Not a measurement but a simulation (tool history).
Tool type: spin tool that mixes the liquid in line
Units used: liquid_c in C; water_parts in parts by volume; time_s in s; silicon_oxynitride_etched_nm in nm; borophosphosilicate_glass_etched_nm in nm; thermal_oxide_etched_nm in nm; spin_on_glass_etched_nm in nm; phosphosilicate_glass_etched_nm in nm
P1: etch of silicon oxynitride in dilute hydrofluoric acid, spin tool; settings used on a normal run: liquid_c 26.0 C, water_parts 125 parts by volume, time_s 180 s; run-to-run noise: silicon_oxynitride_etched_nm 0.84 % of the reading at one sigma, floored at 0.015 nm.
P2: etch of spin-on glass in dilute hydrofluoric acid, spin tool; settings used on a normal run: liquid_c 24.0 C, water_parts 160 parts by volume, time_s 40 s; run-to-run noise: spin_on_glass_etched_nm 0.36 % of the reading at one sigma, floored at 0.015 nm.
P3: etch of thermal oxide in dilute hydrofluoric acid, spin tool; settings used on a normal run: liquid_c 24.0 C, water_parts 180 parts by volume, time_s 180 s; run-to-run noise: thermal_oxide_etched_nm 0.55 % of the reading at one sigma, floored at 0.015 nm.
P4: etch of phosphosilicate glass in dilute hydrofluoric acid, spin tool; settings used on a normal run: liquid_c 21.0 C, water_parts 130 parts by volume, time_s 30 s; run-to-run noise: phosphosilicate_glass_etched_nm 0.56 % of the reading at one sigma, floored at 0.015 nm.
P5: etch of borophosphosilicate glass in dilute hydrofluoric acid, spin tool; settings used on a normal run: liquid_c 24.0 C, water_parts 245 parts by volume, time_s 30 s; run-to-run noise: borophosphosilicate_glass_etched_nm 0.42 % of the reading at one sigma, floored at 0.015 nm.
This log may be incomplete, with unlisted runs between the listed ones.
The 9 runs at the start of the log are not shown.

run	hour	process	liquid_c	water_parts	time_s	hours since the thermometer was replaced	hours since the hydrofluoric acid flow meter was replaced	silicon_oxynitride_etched_nm	borophosphosilicate_glass_etched_nm	thermal_oxide_etched_nm	spin_on_glass_etched_nm	phosphosilicate_glass_etched_nm
10	30.2	P1	26.0	55	180	2220.4	745.8	6.4050				
11	33.8	P2	24.0	160	40	2224.0	749.4				8.7548	
12	38.2	P2	24.0	250	40	2228.4	753.8				5.0709	
13	40.1	P4	17.0	130	30	2230.3	755.7					33.413
14	42.4	P1	21.0	125	180	2232.6	758.0	2.0780				
15	46.9	P4	21.0	130	15	2237.1	762.5					19.514
16	49.1	P4	21.0	130	30	2239.3	764.7					39.134
17	51.9	P3	24.0	180	270	2242.1	767.5			6.0908		
18	53.9	P2	18.0	160	40	2244.1	769.5				6.9653	
19	57.8	P2	24.0	160	65	2248.0	773.4				14.2020	
20	60.4	P4	21.0	35	30	2250.6	776.0					162.390
21	63.1	P2	24.0	160	40	2253.3	778.7				8.7696	
22	67.3	P4	21.0	130	30	2257.5	782.9					39.059
23	70.9	P1	26.0	55	355	2261.1	786.5	12.7320				
24	75.2	P3	24.0	180	180	2265.4	790.8			4.0873		
25	78.3	P1	26.0	180	180	2268.5	793.9	1.7824				
26	81.4	P5	24.0	55	30	2271.6	797.0		40.0800			
27	83.5	P1	30.5	125	180	2273.7	799.1	3.2303				
28	86.2	P1	26.0	125	180	2276.4	801.8	2.6453				

The next listed run, before its measurement:
29	88.9	P1	26.0	125	90	2279.1	804.5	?				

Run 29 gave silicon_oxynitride_etched_nm 1.3281 nm.
